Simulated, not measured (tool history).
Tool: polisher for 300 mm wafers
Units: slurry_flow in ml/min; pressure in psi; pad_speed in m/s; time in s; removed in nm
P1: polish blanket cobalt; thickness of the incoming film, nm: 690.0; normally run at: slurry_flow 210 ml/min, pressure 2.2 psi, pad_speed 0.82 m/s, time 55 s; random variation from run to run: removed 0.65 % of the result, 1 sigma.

{"run": 1, "hour": 8.6, "slurry_flow": 210, "pressure": 2.2, "pad_speed": 0.82, "time": 55, "removed": 196.88}
{"run": 2, "hour": 21.1, "slurry_flow": 210, "pressure": 2.2, "pad_speed": 0.82, "time": 55, "removed": 200.24}
{"run": 3, "hour": 32.4, "slurry_flow": 210, "pressure": 3.5, "pad_speed": 0.82, "time": 77, "removed": 437.55}
{"run": 4, "hour": 41.0, "slurry_flow": 210, "pressure": 2.2, "pad_speed": 0.82, "time": 55, "removed": 196.8}
{"run": 5, "hour": 50.6, "slurry_flow": 210, "pressure": 2.2, "pad_speed": 0.42, "time": 55, "removed": 101.62}
{"run": 6, "hour": 62.7, "slurry_flow": 335, "pressure": 2.2, "pad_speed": 0.82, "time": 55, "removed": 206.65}
{"run": 7, "hour": 71.5, "slurry_flow": 210, "pressure": 2.2, "pad_speed": 1.26, "time": 79, "removed": 435.26}
{"run": 8, "hour": 79.4, "slurry_flow": 210, "pressure": 2.2, "pad_speed": 0.82, "time": 55, "removed": 196.78}
{"run": 9, "hour": 89.8, "slurry_flow": 210, "pressure": 2.2, "pad_speed": 0.82, "time": 55, "removed": 197.74}
{"run": 10, "hour": 103.2, "slurry_flow": 125, "pressure": 2.2, "pad_speed": 0.82, "time": 55, "removed": 180.19}
{"run": 11, "hour": 111.4, "slurry_flow": 210, "pressure": 2.2, "pad_speed": 0.82, "time": 55, "removed": 195.45}
{"hour": 117.8, "done": "worn pad replaced by a new one"}
{"hour": 118.7, "done": "head pressure recalibrated"}
{"run": 12, "hour": 120.8, "slurry_flow": 210, "pressure": 2.2, "pad_speed": 1.16, "time": 55, "removed": 277.19}
{"run": 13, "hour": 130.4, "slurry_flow": 210, "pressure": 1.1, "pad_speed": 0.82, "time": 55, "removed": 97.405}
{"run": 14, "hour": 138.9, "slurry_flow": 210, "pressure": 2.9, "pad_speed": 0.82, "time": 55, "removed": 260.04}
{"run": 15, "hour": 148.4, "slurry_flow": 210, "pressure": 2.2, "pad_speed": 0.82, "time": 39, "removed": 140.29}
{"run": 16, "hour": 157.6, "slurry_flow": 210, "pressure": 2.2, "pad_speed": 0.82, "time": 86, "removed": 308.97}
{"run": 17, "hour": 163.5, "slurry_flow": 210, "pressure": 2.2, "pad_speed": 0.82, "time": 55, "removed": 199.05}
{"run": 18, "hour": 176.4, "slurry_flow": 210, "pressure": 2.2, "pad_speed": 0.82, "time": 55, "removed": 192.59}
{"run": 19, "hour": 183.4, "slurry_flow": 210, "pressure": 2.2, "pad_speed": 0.82, "time": 55, "removed": 190.18}
{"run": 20, "hour": 193.8, "slurry_flow": 210, "pressure": 2.2, "pad_speed": 0.82, "time": 55, "removed": 189.04}
{"run": 21, "hour": 202.9, "slurry_flow": 210, "pressure": 2.2, "pad_speed": 0.82, "time": 55, "removed": 187.6}
{"run": 22, "hour": 213.0, "slurry_flow": 210, "pressure": 2.2, "pad_speed": 0.82, "time": 55, "removed": 188.84}
{"run": 23, "hour": 225.5, "slurry_flow": 210, "pressure": 2.2, "pad_speed": 0.82, "time": 55, "removed": 186.85}
{"hour": 232.1, "done": "worn pad replaced by a new one"}
{"run": 24, "hour": 233.8, "slurry_flow": 210, "pressure": 2.2, "pad_speed": 0.82, "time": 55, "removed": 188.55}
{"run": 25, "hour": 243.8, "slurry_flow": 210, "pressure": 2.2, "pad_speed": 0.82, "time": 55, "removed": 186.12}
{"run": 26, "hour": 251.0, "slurry_flow": 210, "pressure": 2.2, "pad_speed": 0.82, "time": 55, "removed": 186.18}
{"run": 27, "hour": 256.9, "slurry_flow": 210, "pressure": 2.2, "pad_speed": 0.82, "time": 55, "removed": 185.31}
{"run": 28, "hour": 266.8, "slurry_flow": 210, "pressure": 2.2, "pad_speed": 0.82, "time": 55, "removed": 185.96}

What P1 gives has crept away from where it was. These 2 causes fit the log equally well, each at the size given:
A: head's pressure below its setpoint, % = 5.56
B: slurry flow missing at the pad, % = 31.4
The creep began at about hour 163.5.
Why every other cause is out:
removal rate lost through wear of the pad, %: serviced at hour 232.1, which brought nothing back

4 check runs are offered, each on 5 wafers whose results are averaged, their results left as question marks. Which one tells the causes apart?
{"run": "check 1", "hour": 276.7, "slurry_flow": 210, "pressure": 2.2, "pad_speed": 0.64, "time": 55, "removed": "?"}
{"run": "check 2", "hour": 276.7, "slurry_flow": 210, "pressure": 2.7, "pad_speed": 0.82, "time": 55, "removed": "?"}
{"run": "check 3", "hour": 276.7, "slurry_flow": 210, "pressure": 2.2, "pad_speed": 0.82, "time": 75, "removed": "?"}
{"run": "check 4", "hour": 276.7, "slurry_flow": 145, "pressure": 2.2, "pad_speed": 1.08, "time": 55, "removed": "?"}

What each check would give under each cause:
check=check_1 result=removed if_A=145.13 if_B=145.11
check=check_2 result=removed if_A=228.21 if_B=228.19
check=check_3 result=removed if_A=253.56 if_B=253.54
check=check_4 result=removed if_A=231.54 if_B=226.22
How far apart the two closest causes lie, in the result that separates them most: check 1 0.01 %; check 2 0.01 %; check 3 0.01 %; check 4 2.32 %
Only check 4 tells the causes apart: in the others they would give nearly the same result.

Then check 4 was run and gave: removed 226.96 nm. Which cause is it?

It is B: slurry flow missing at the pad, %.
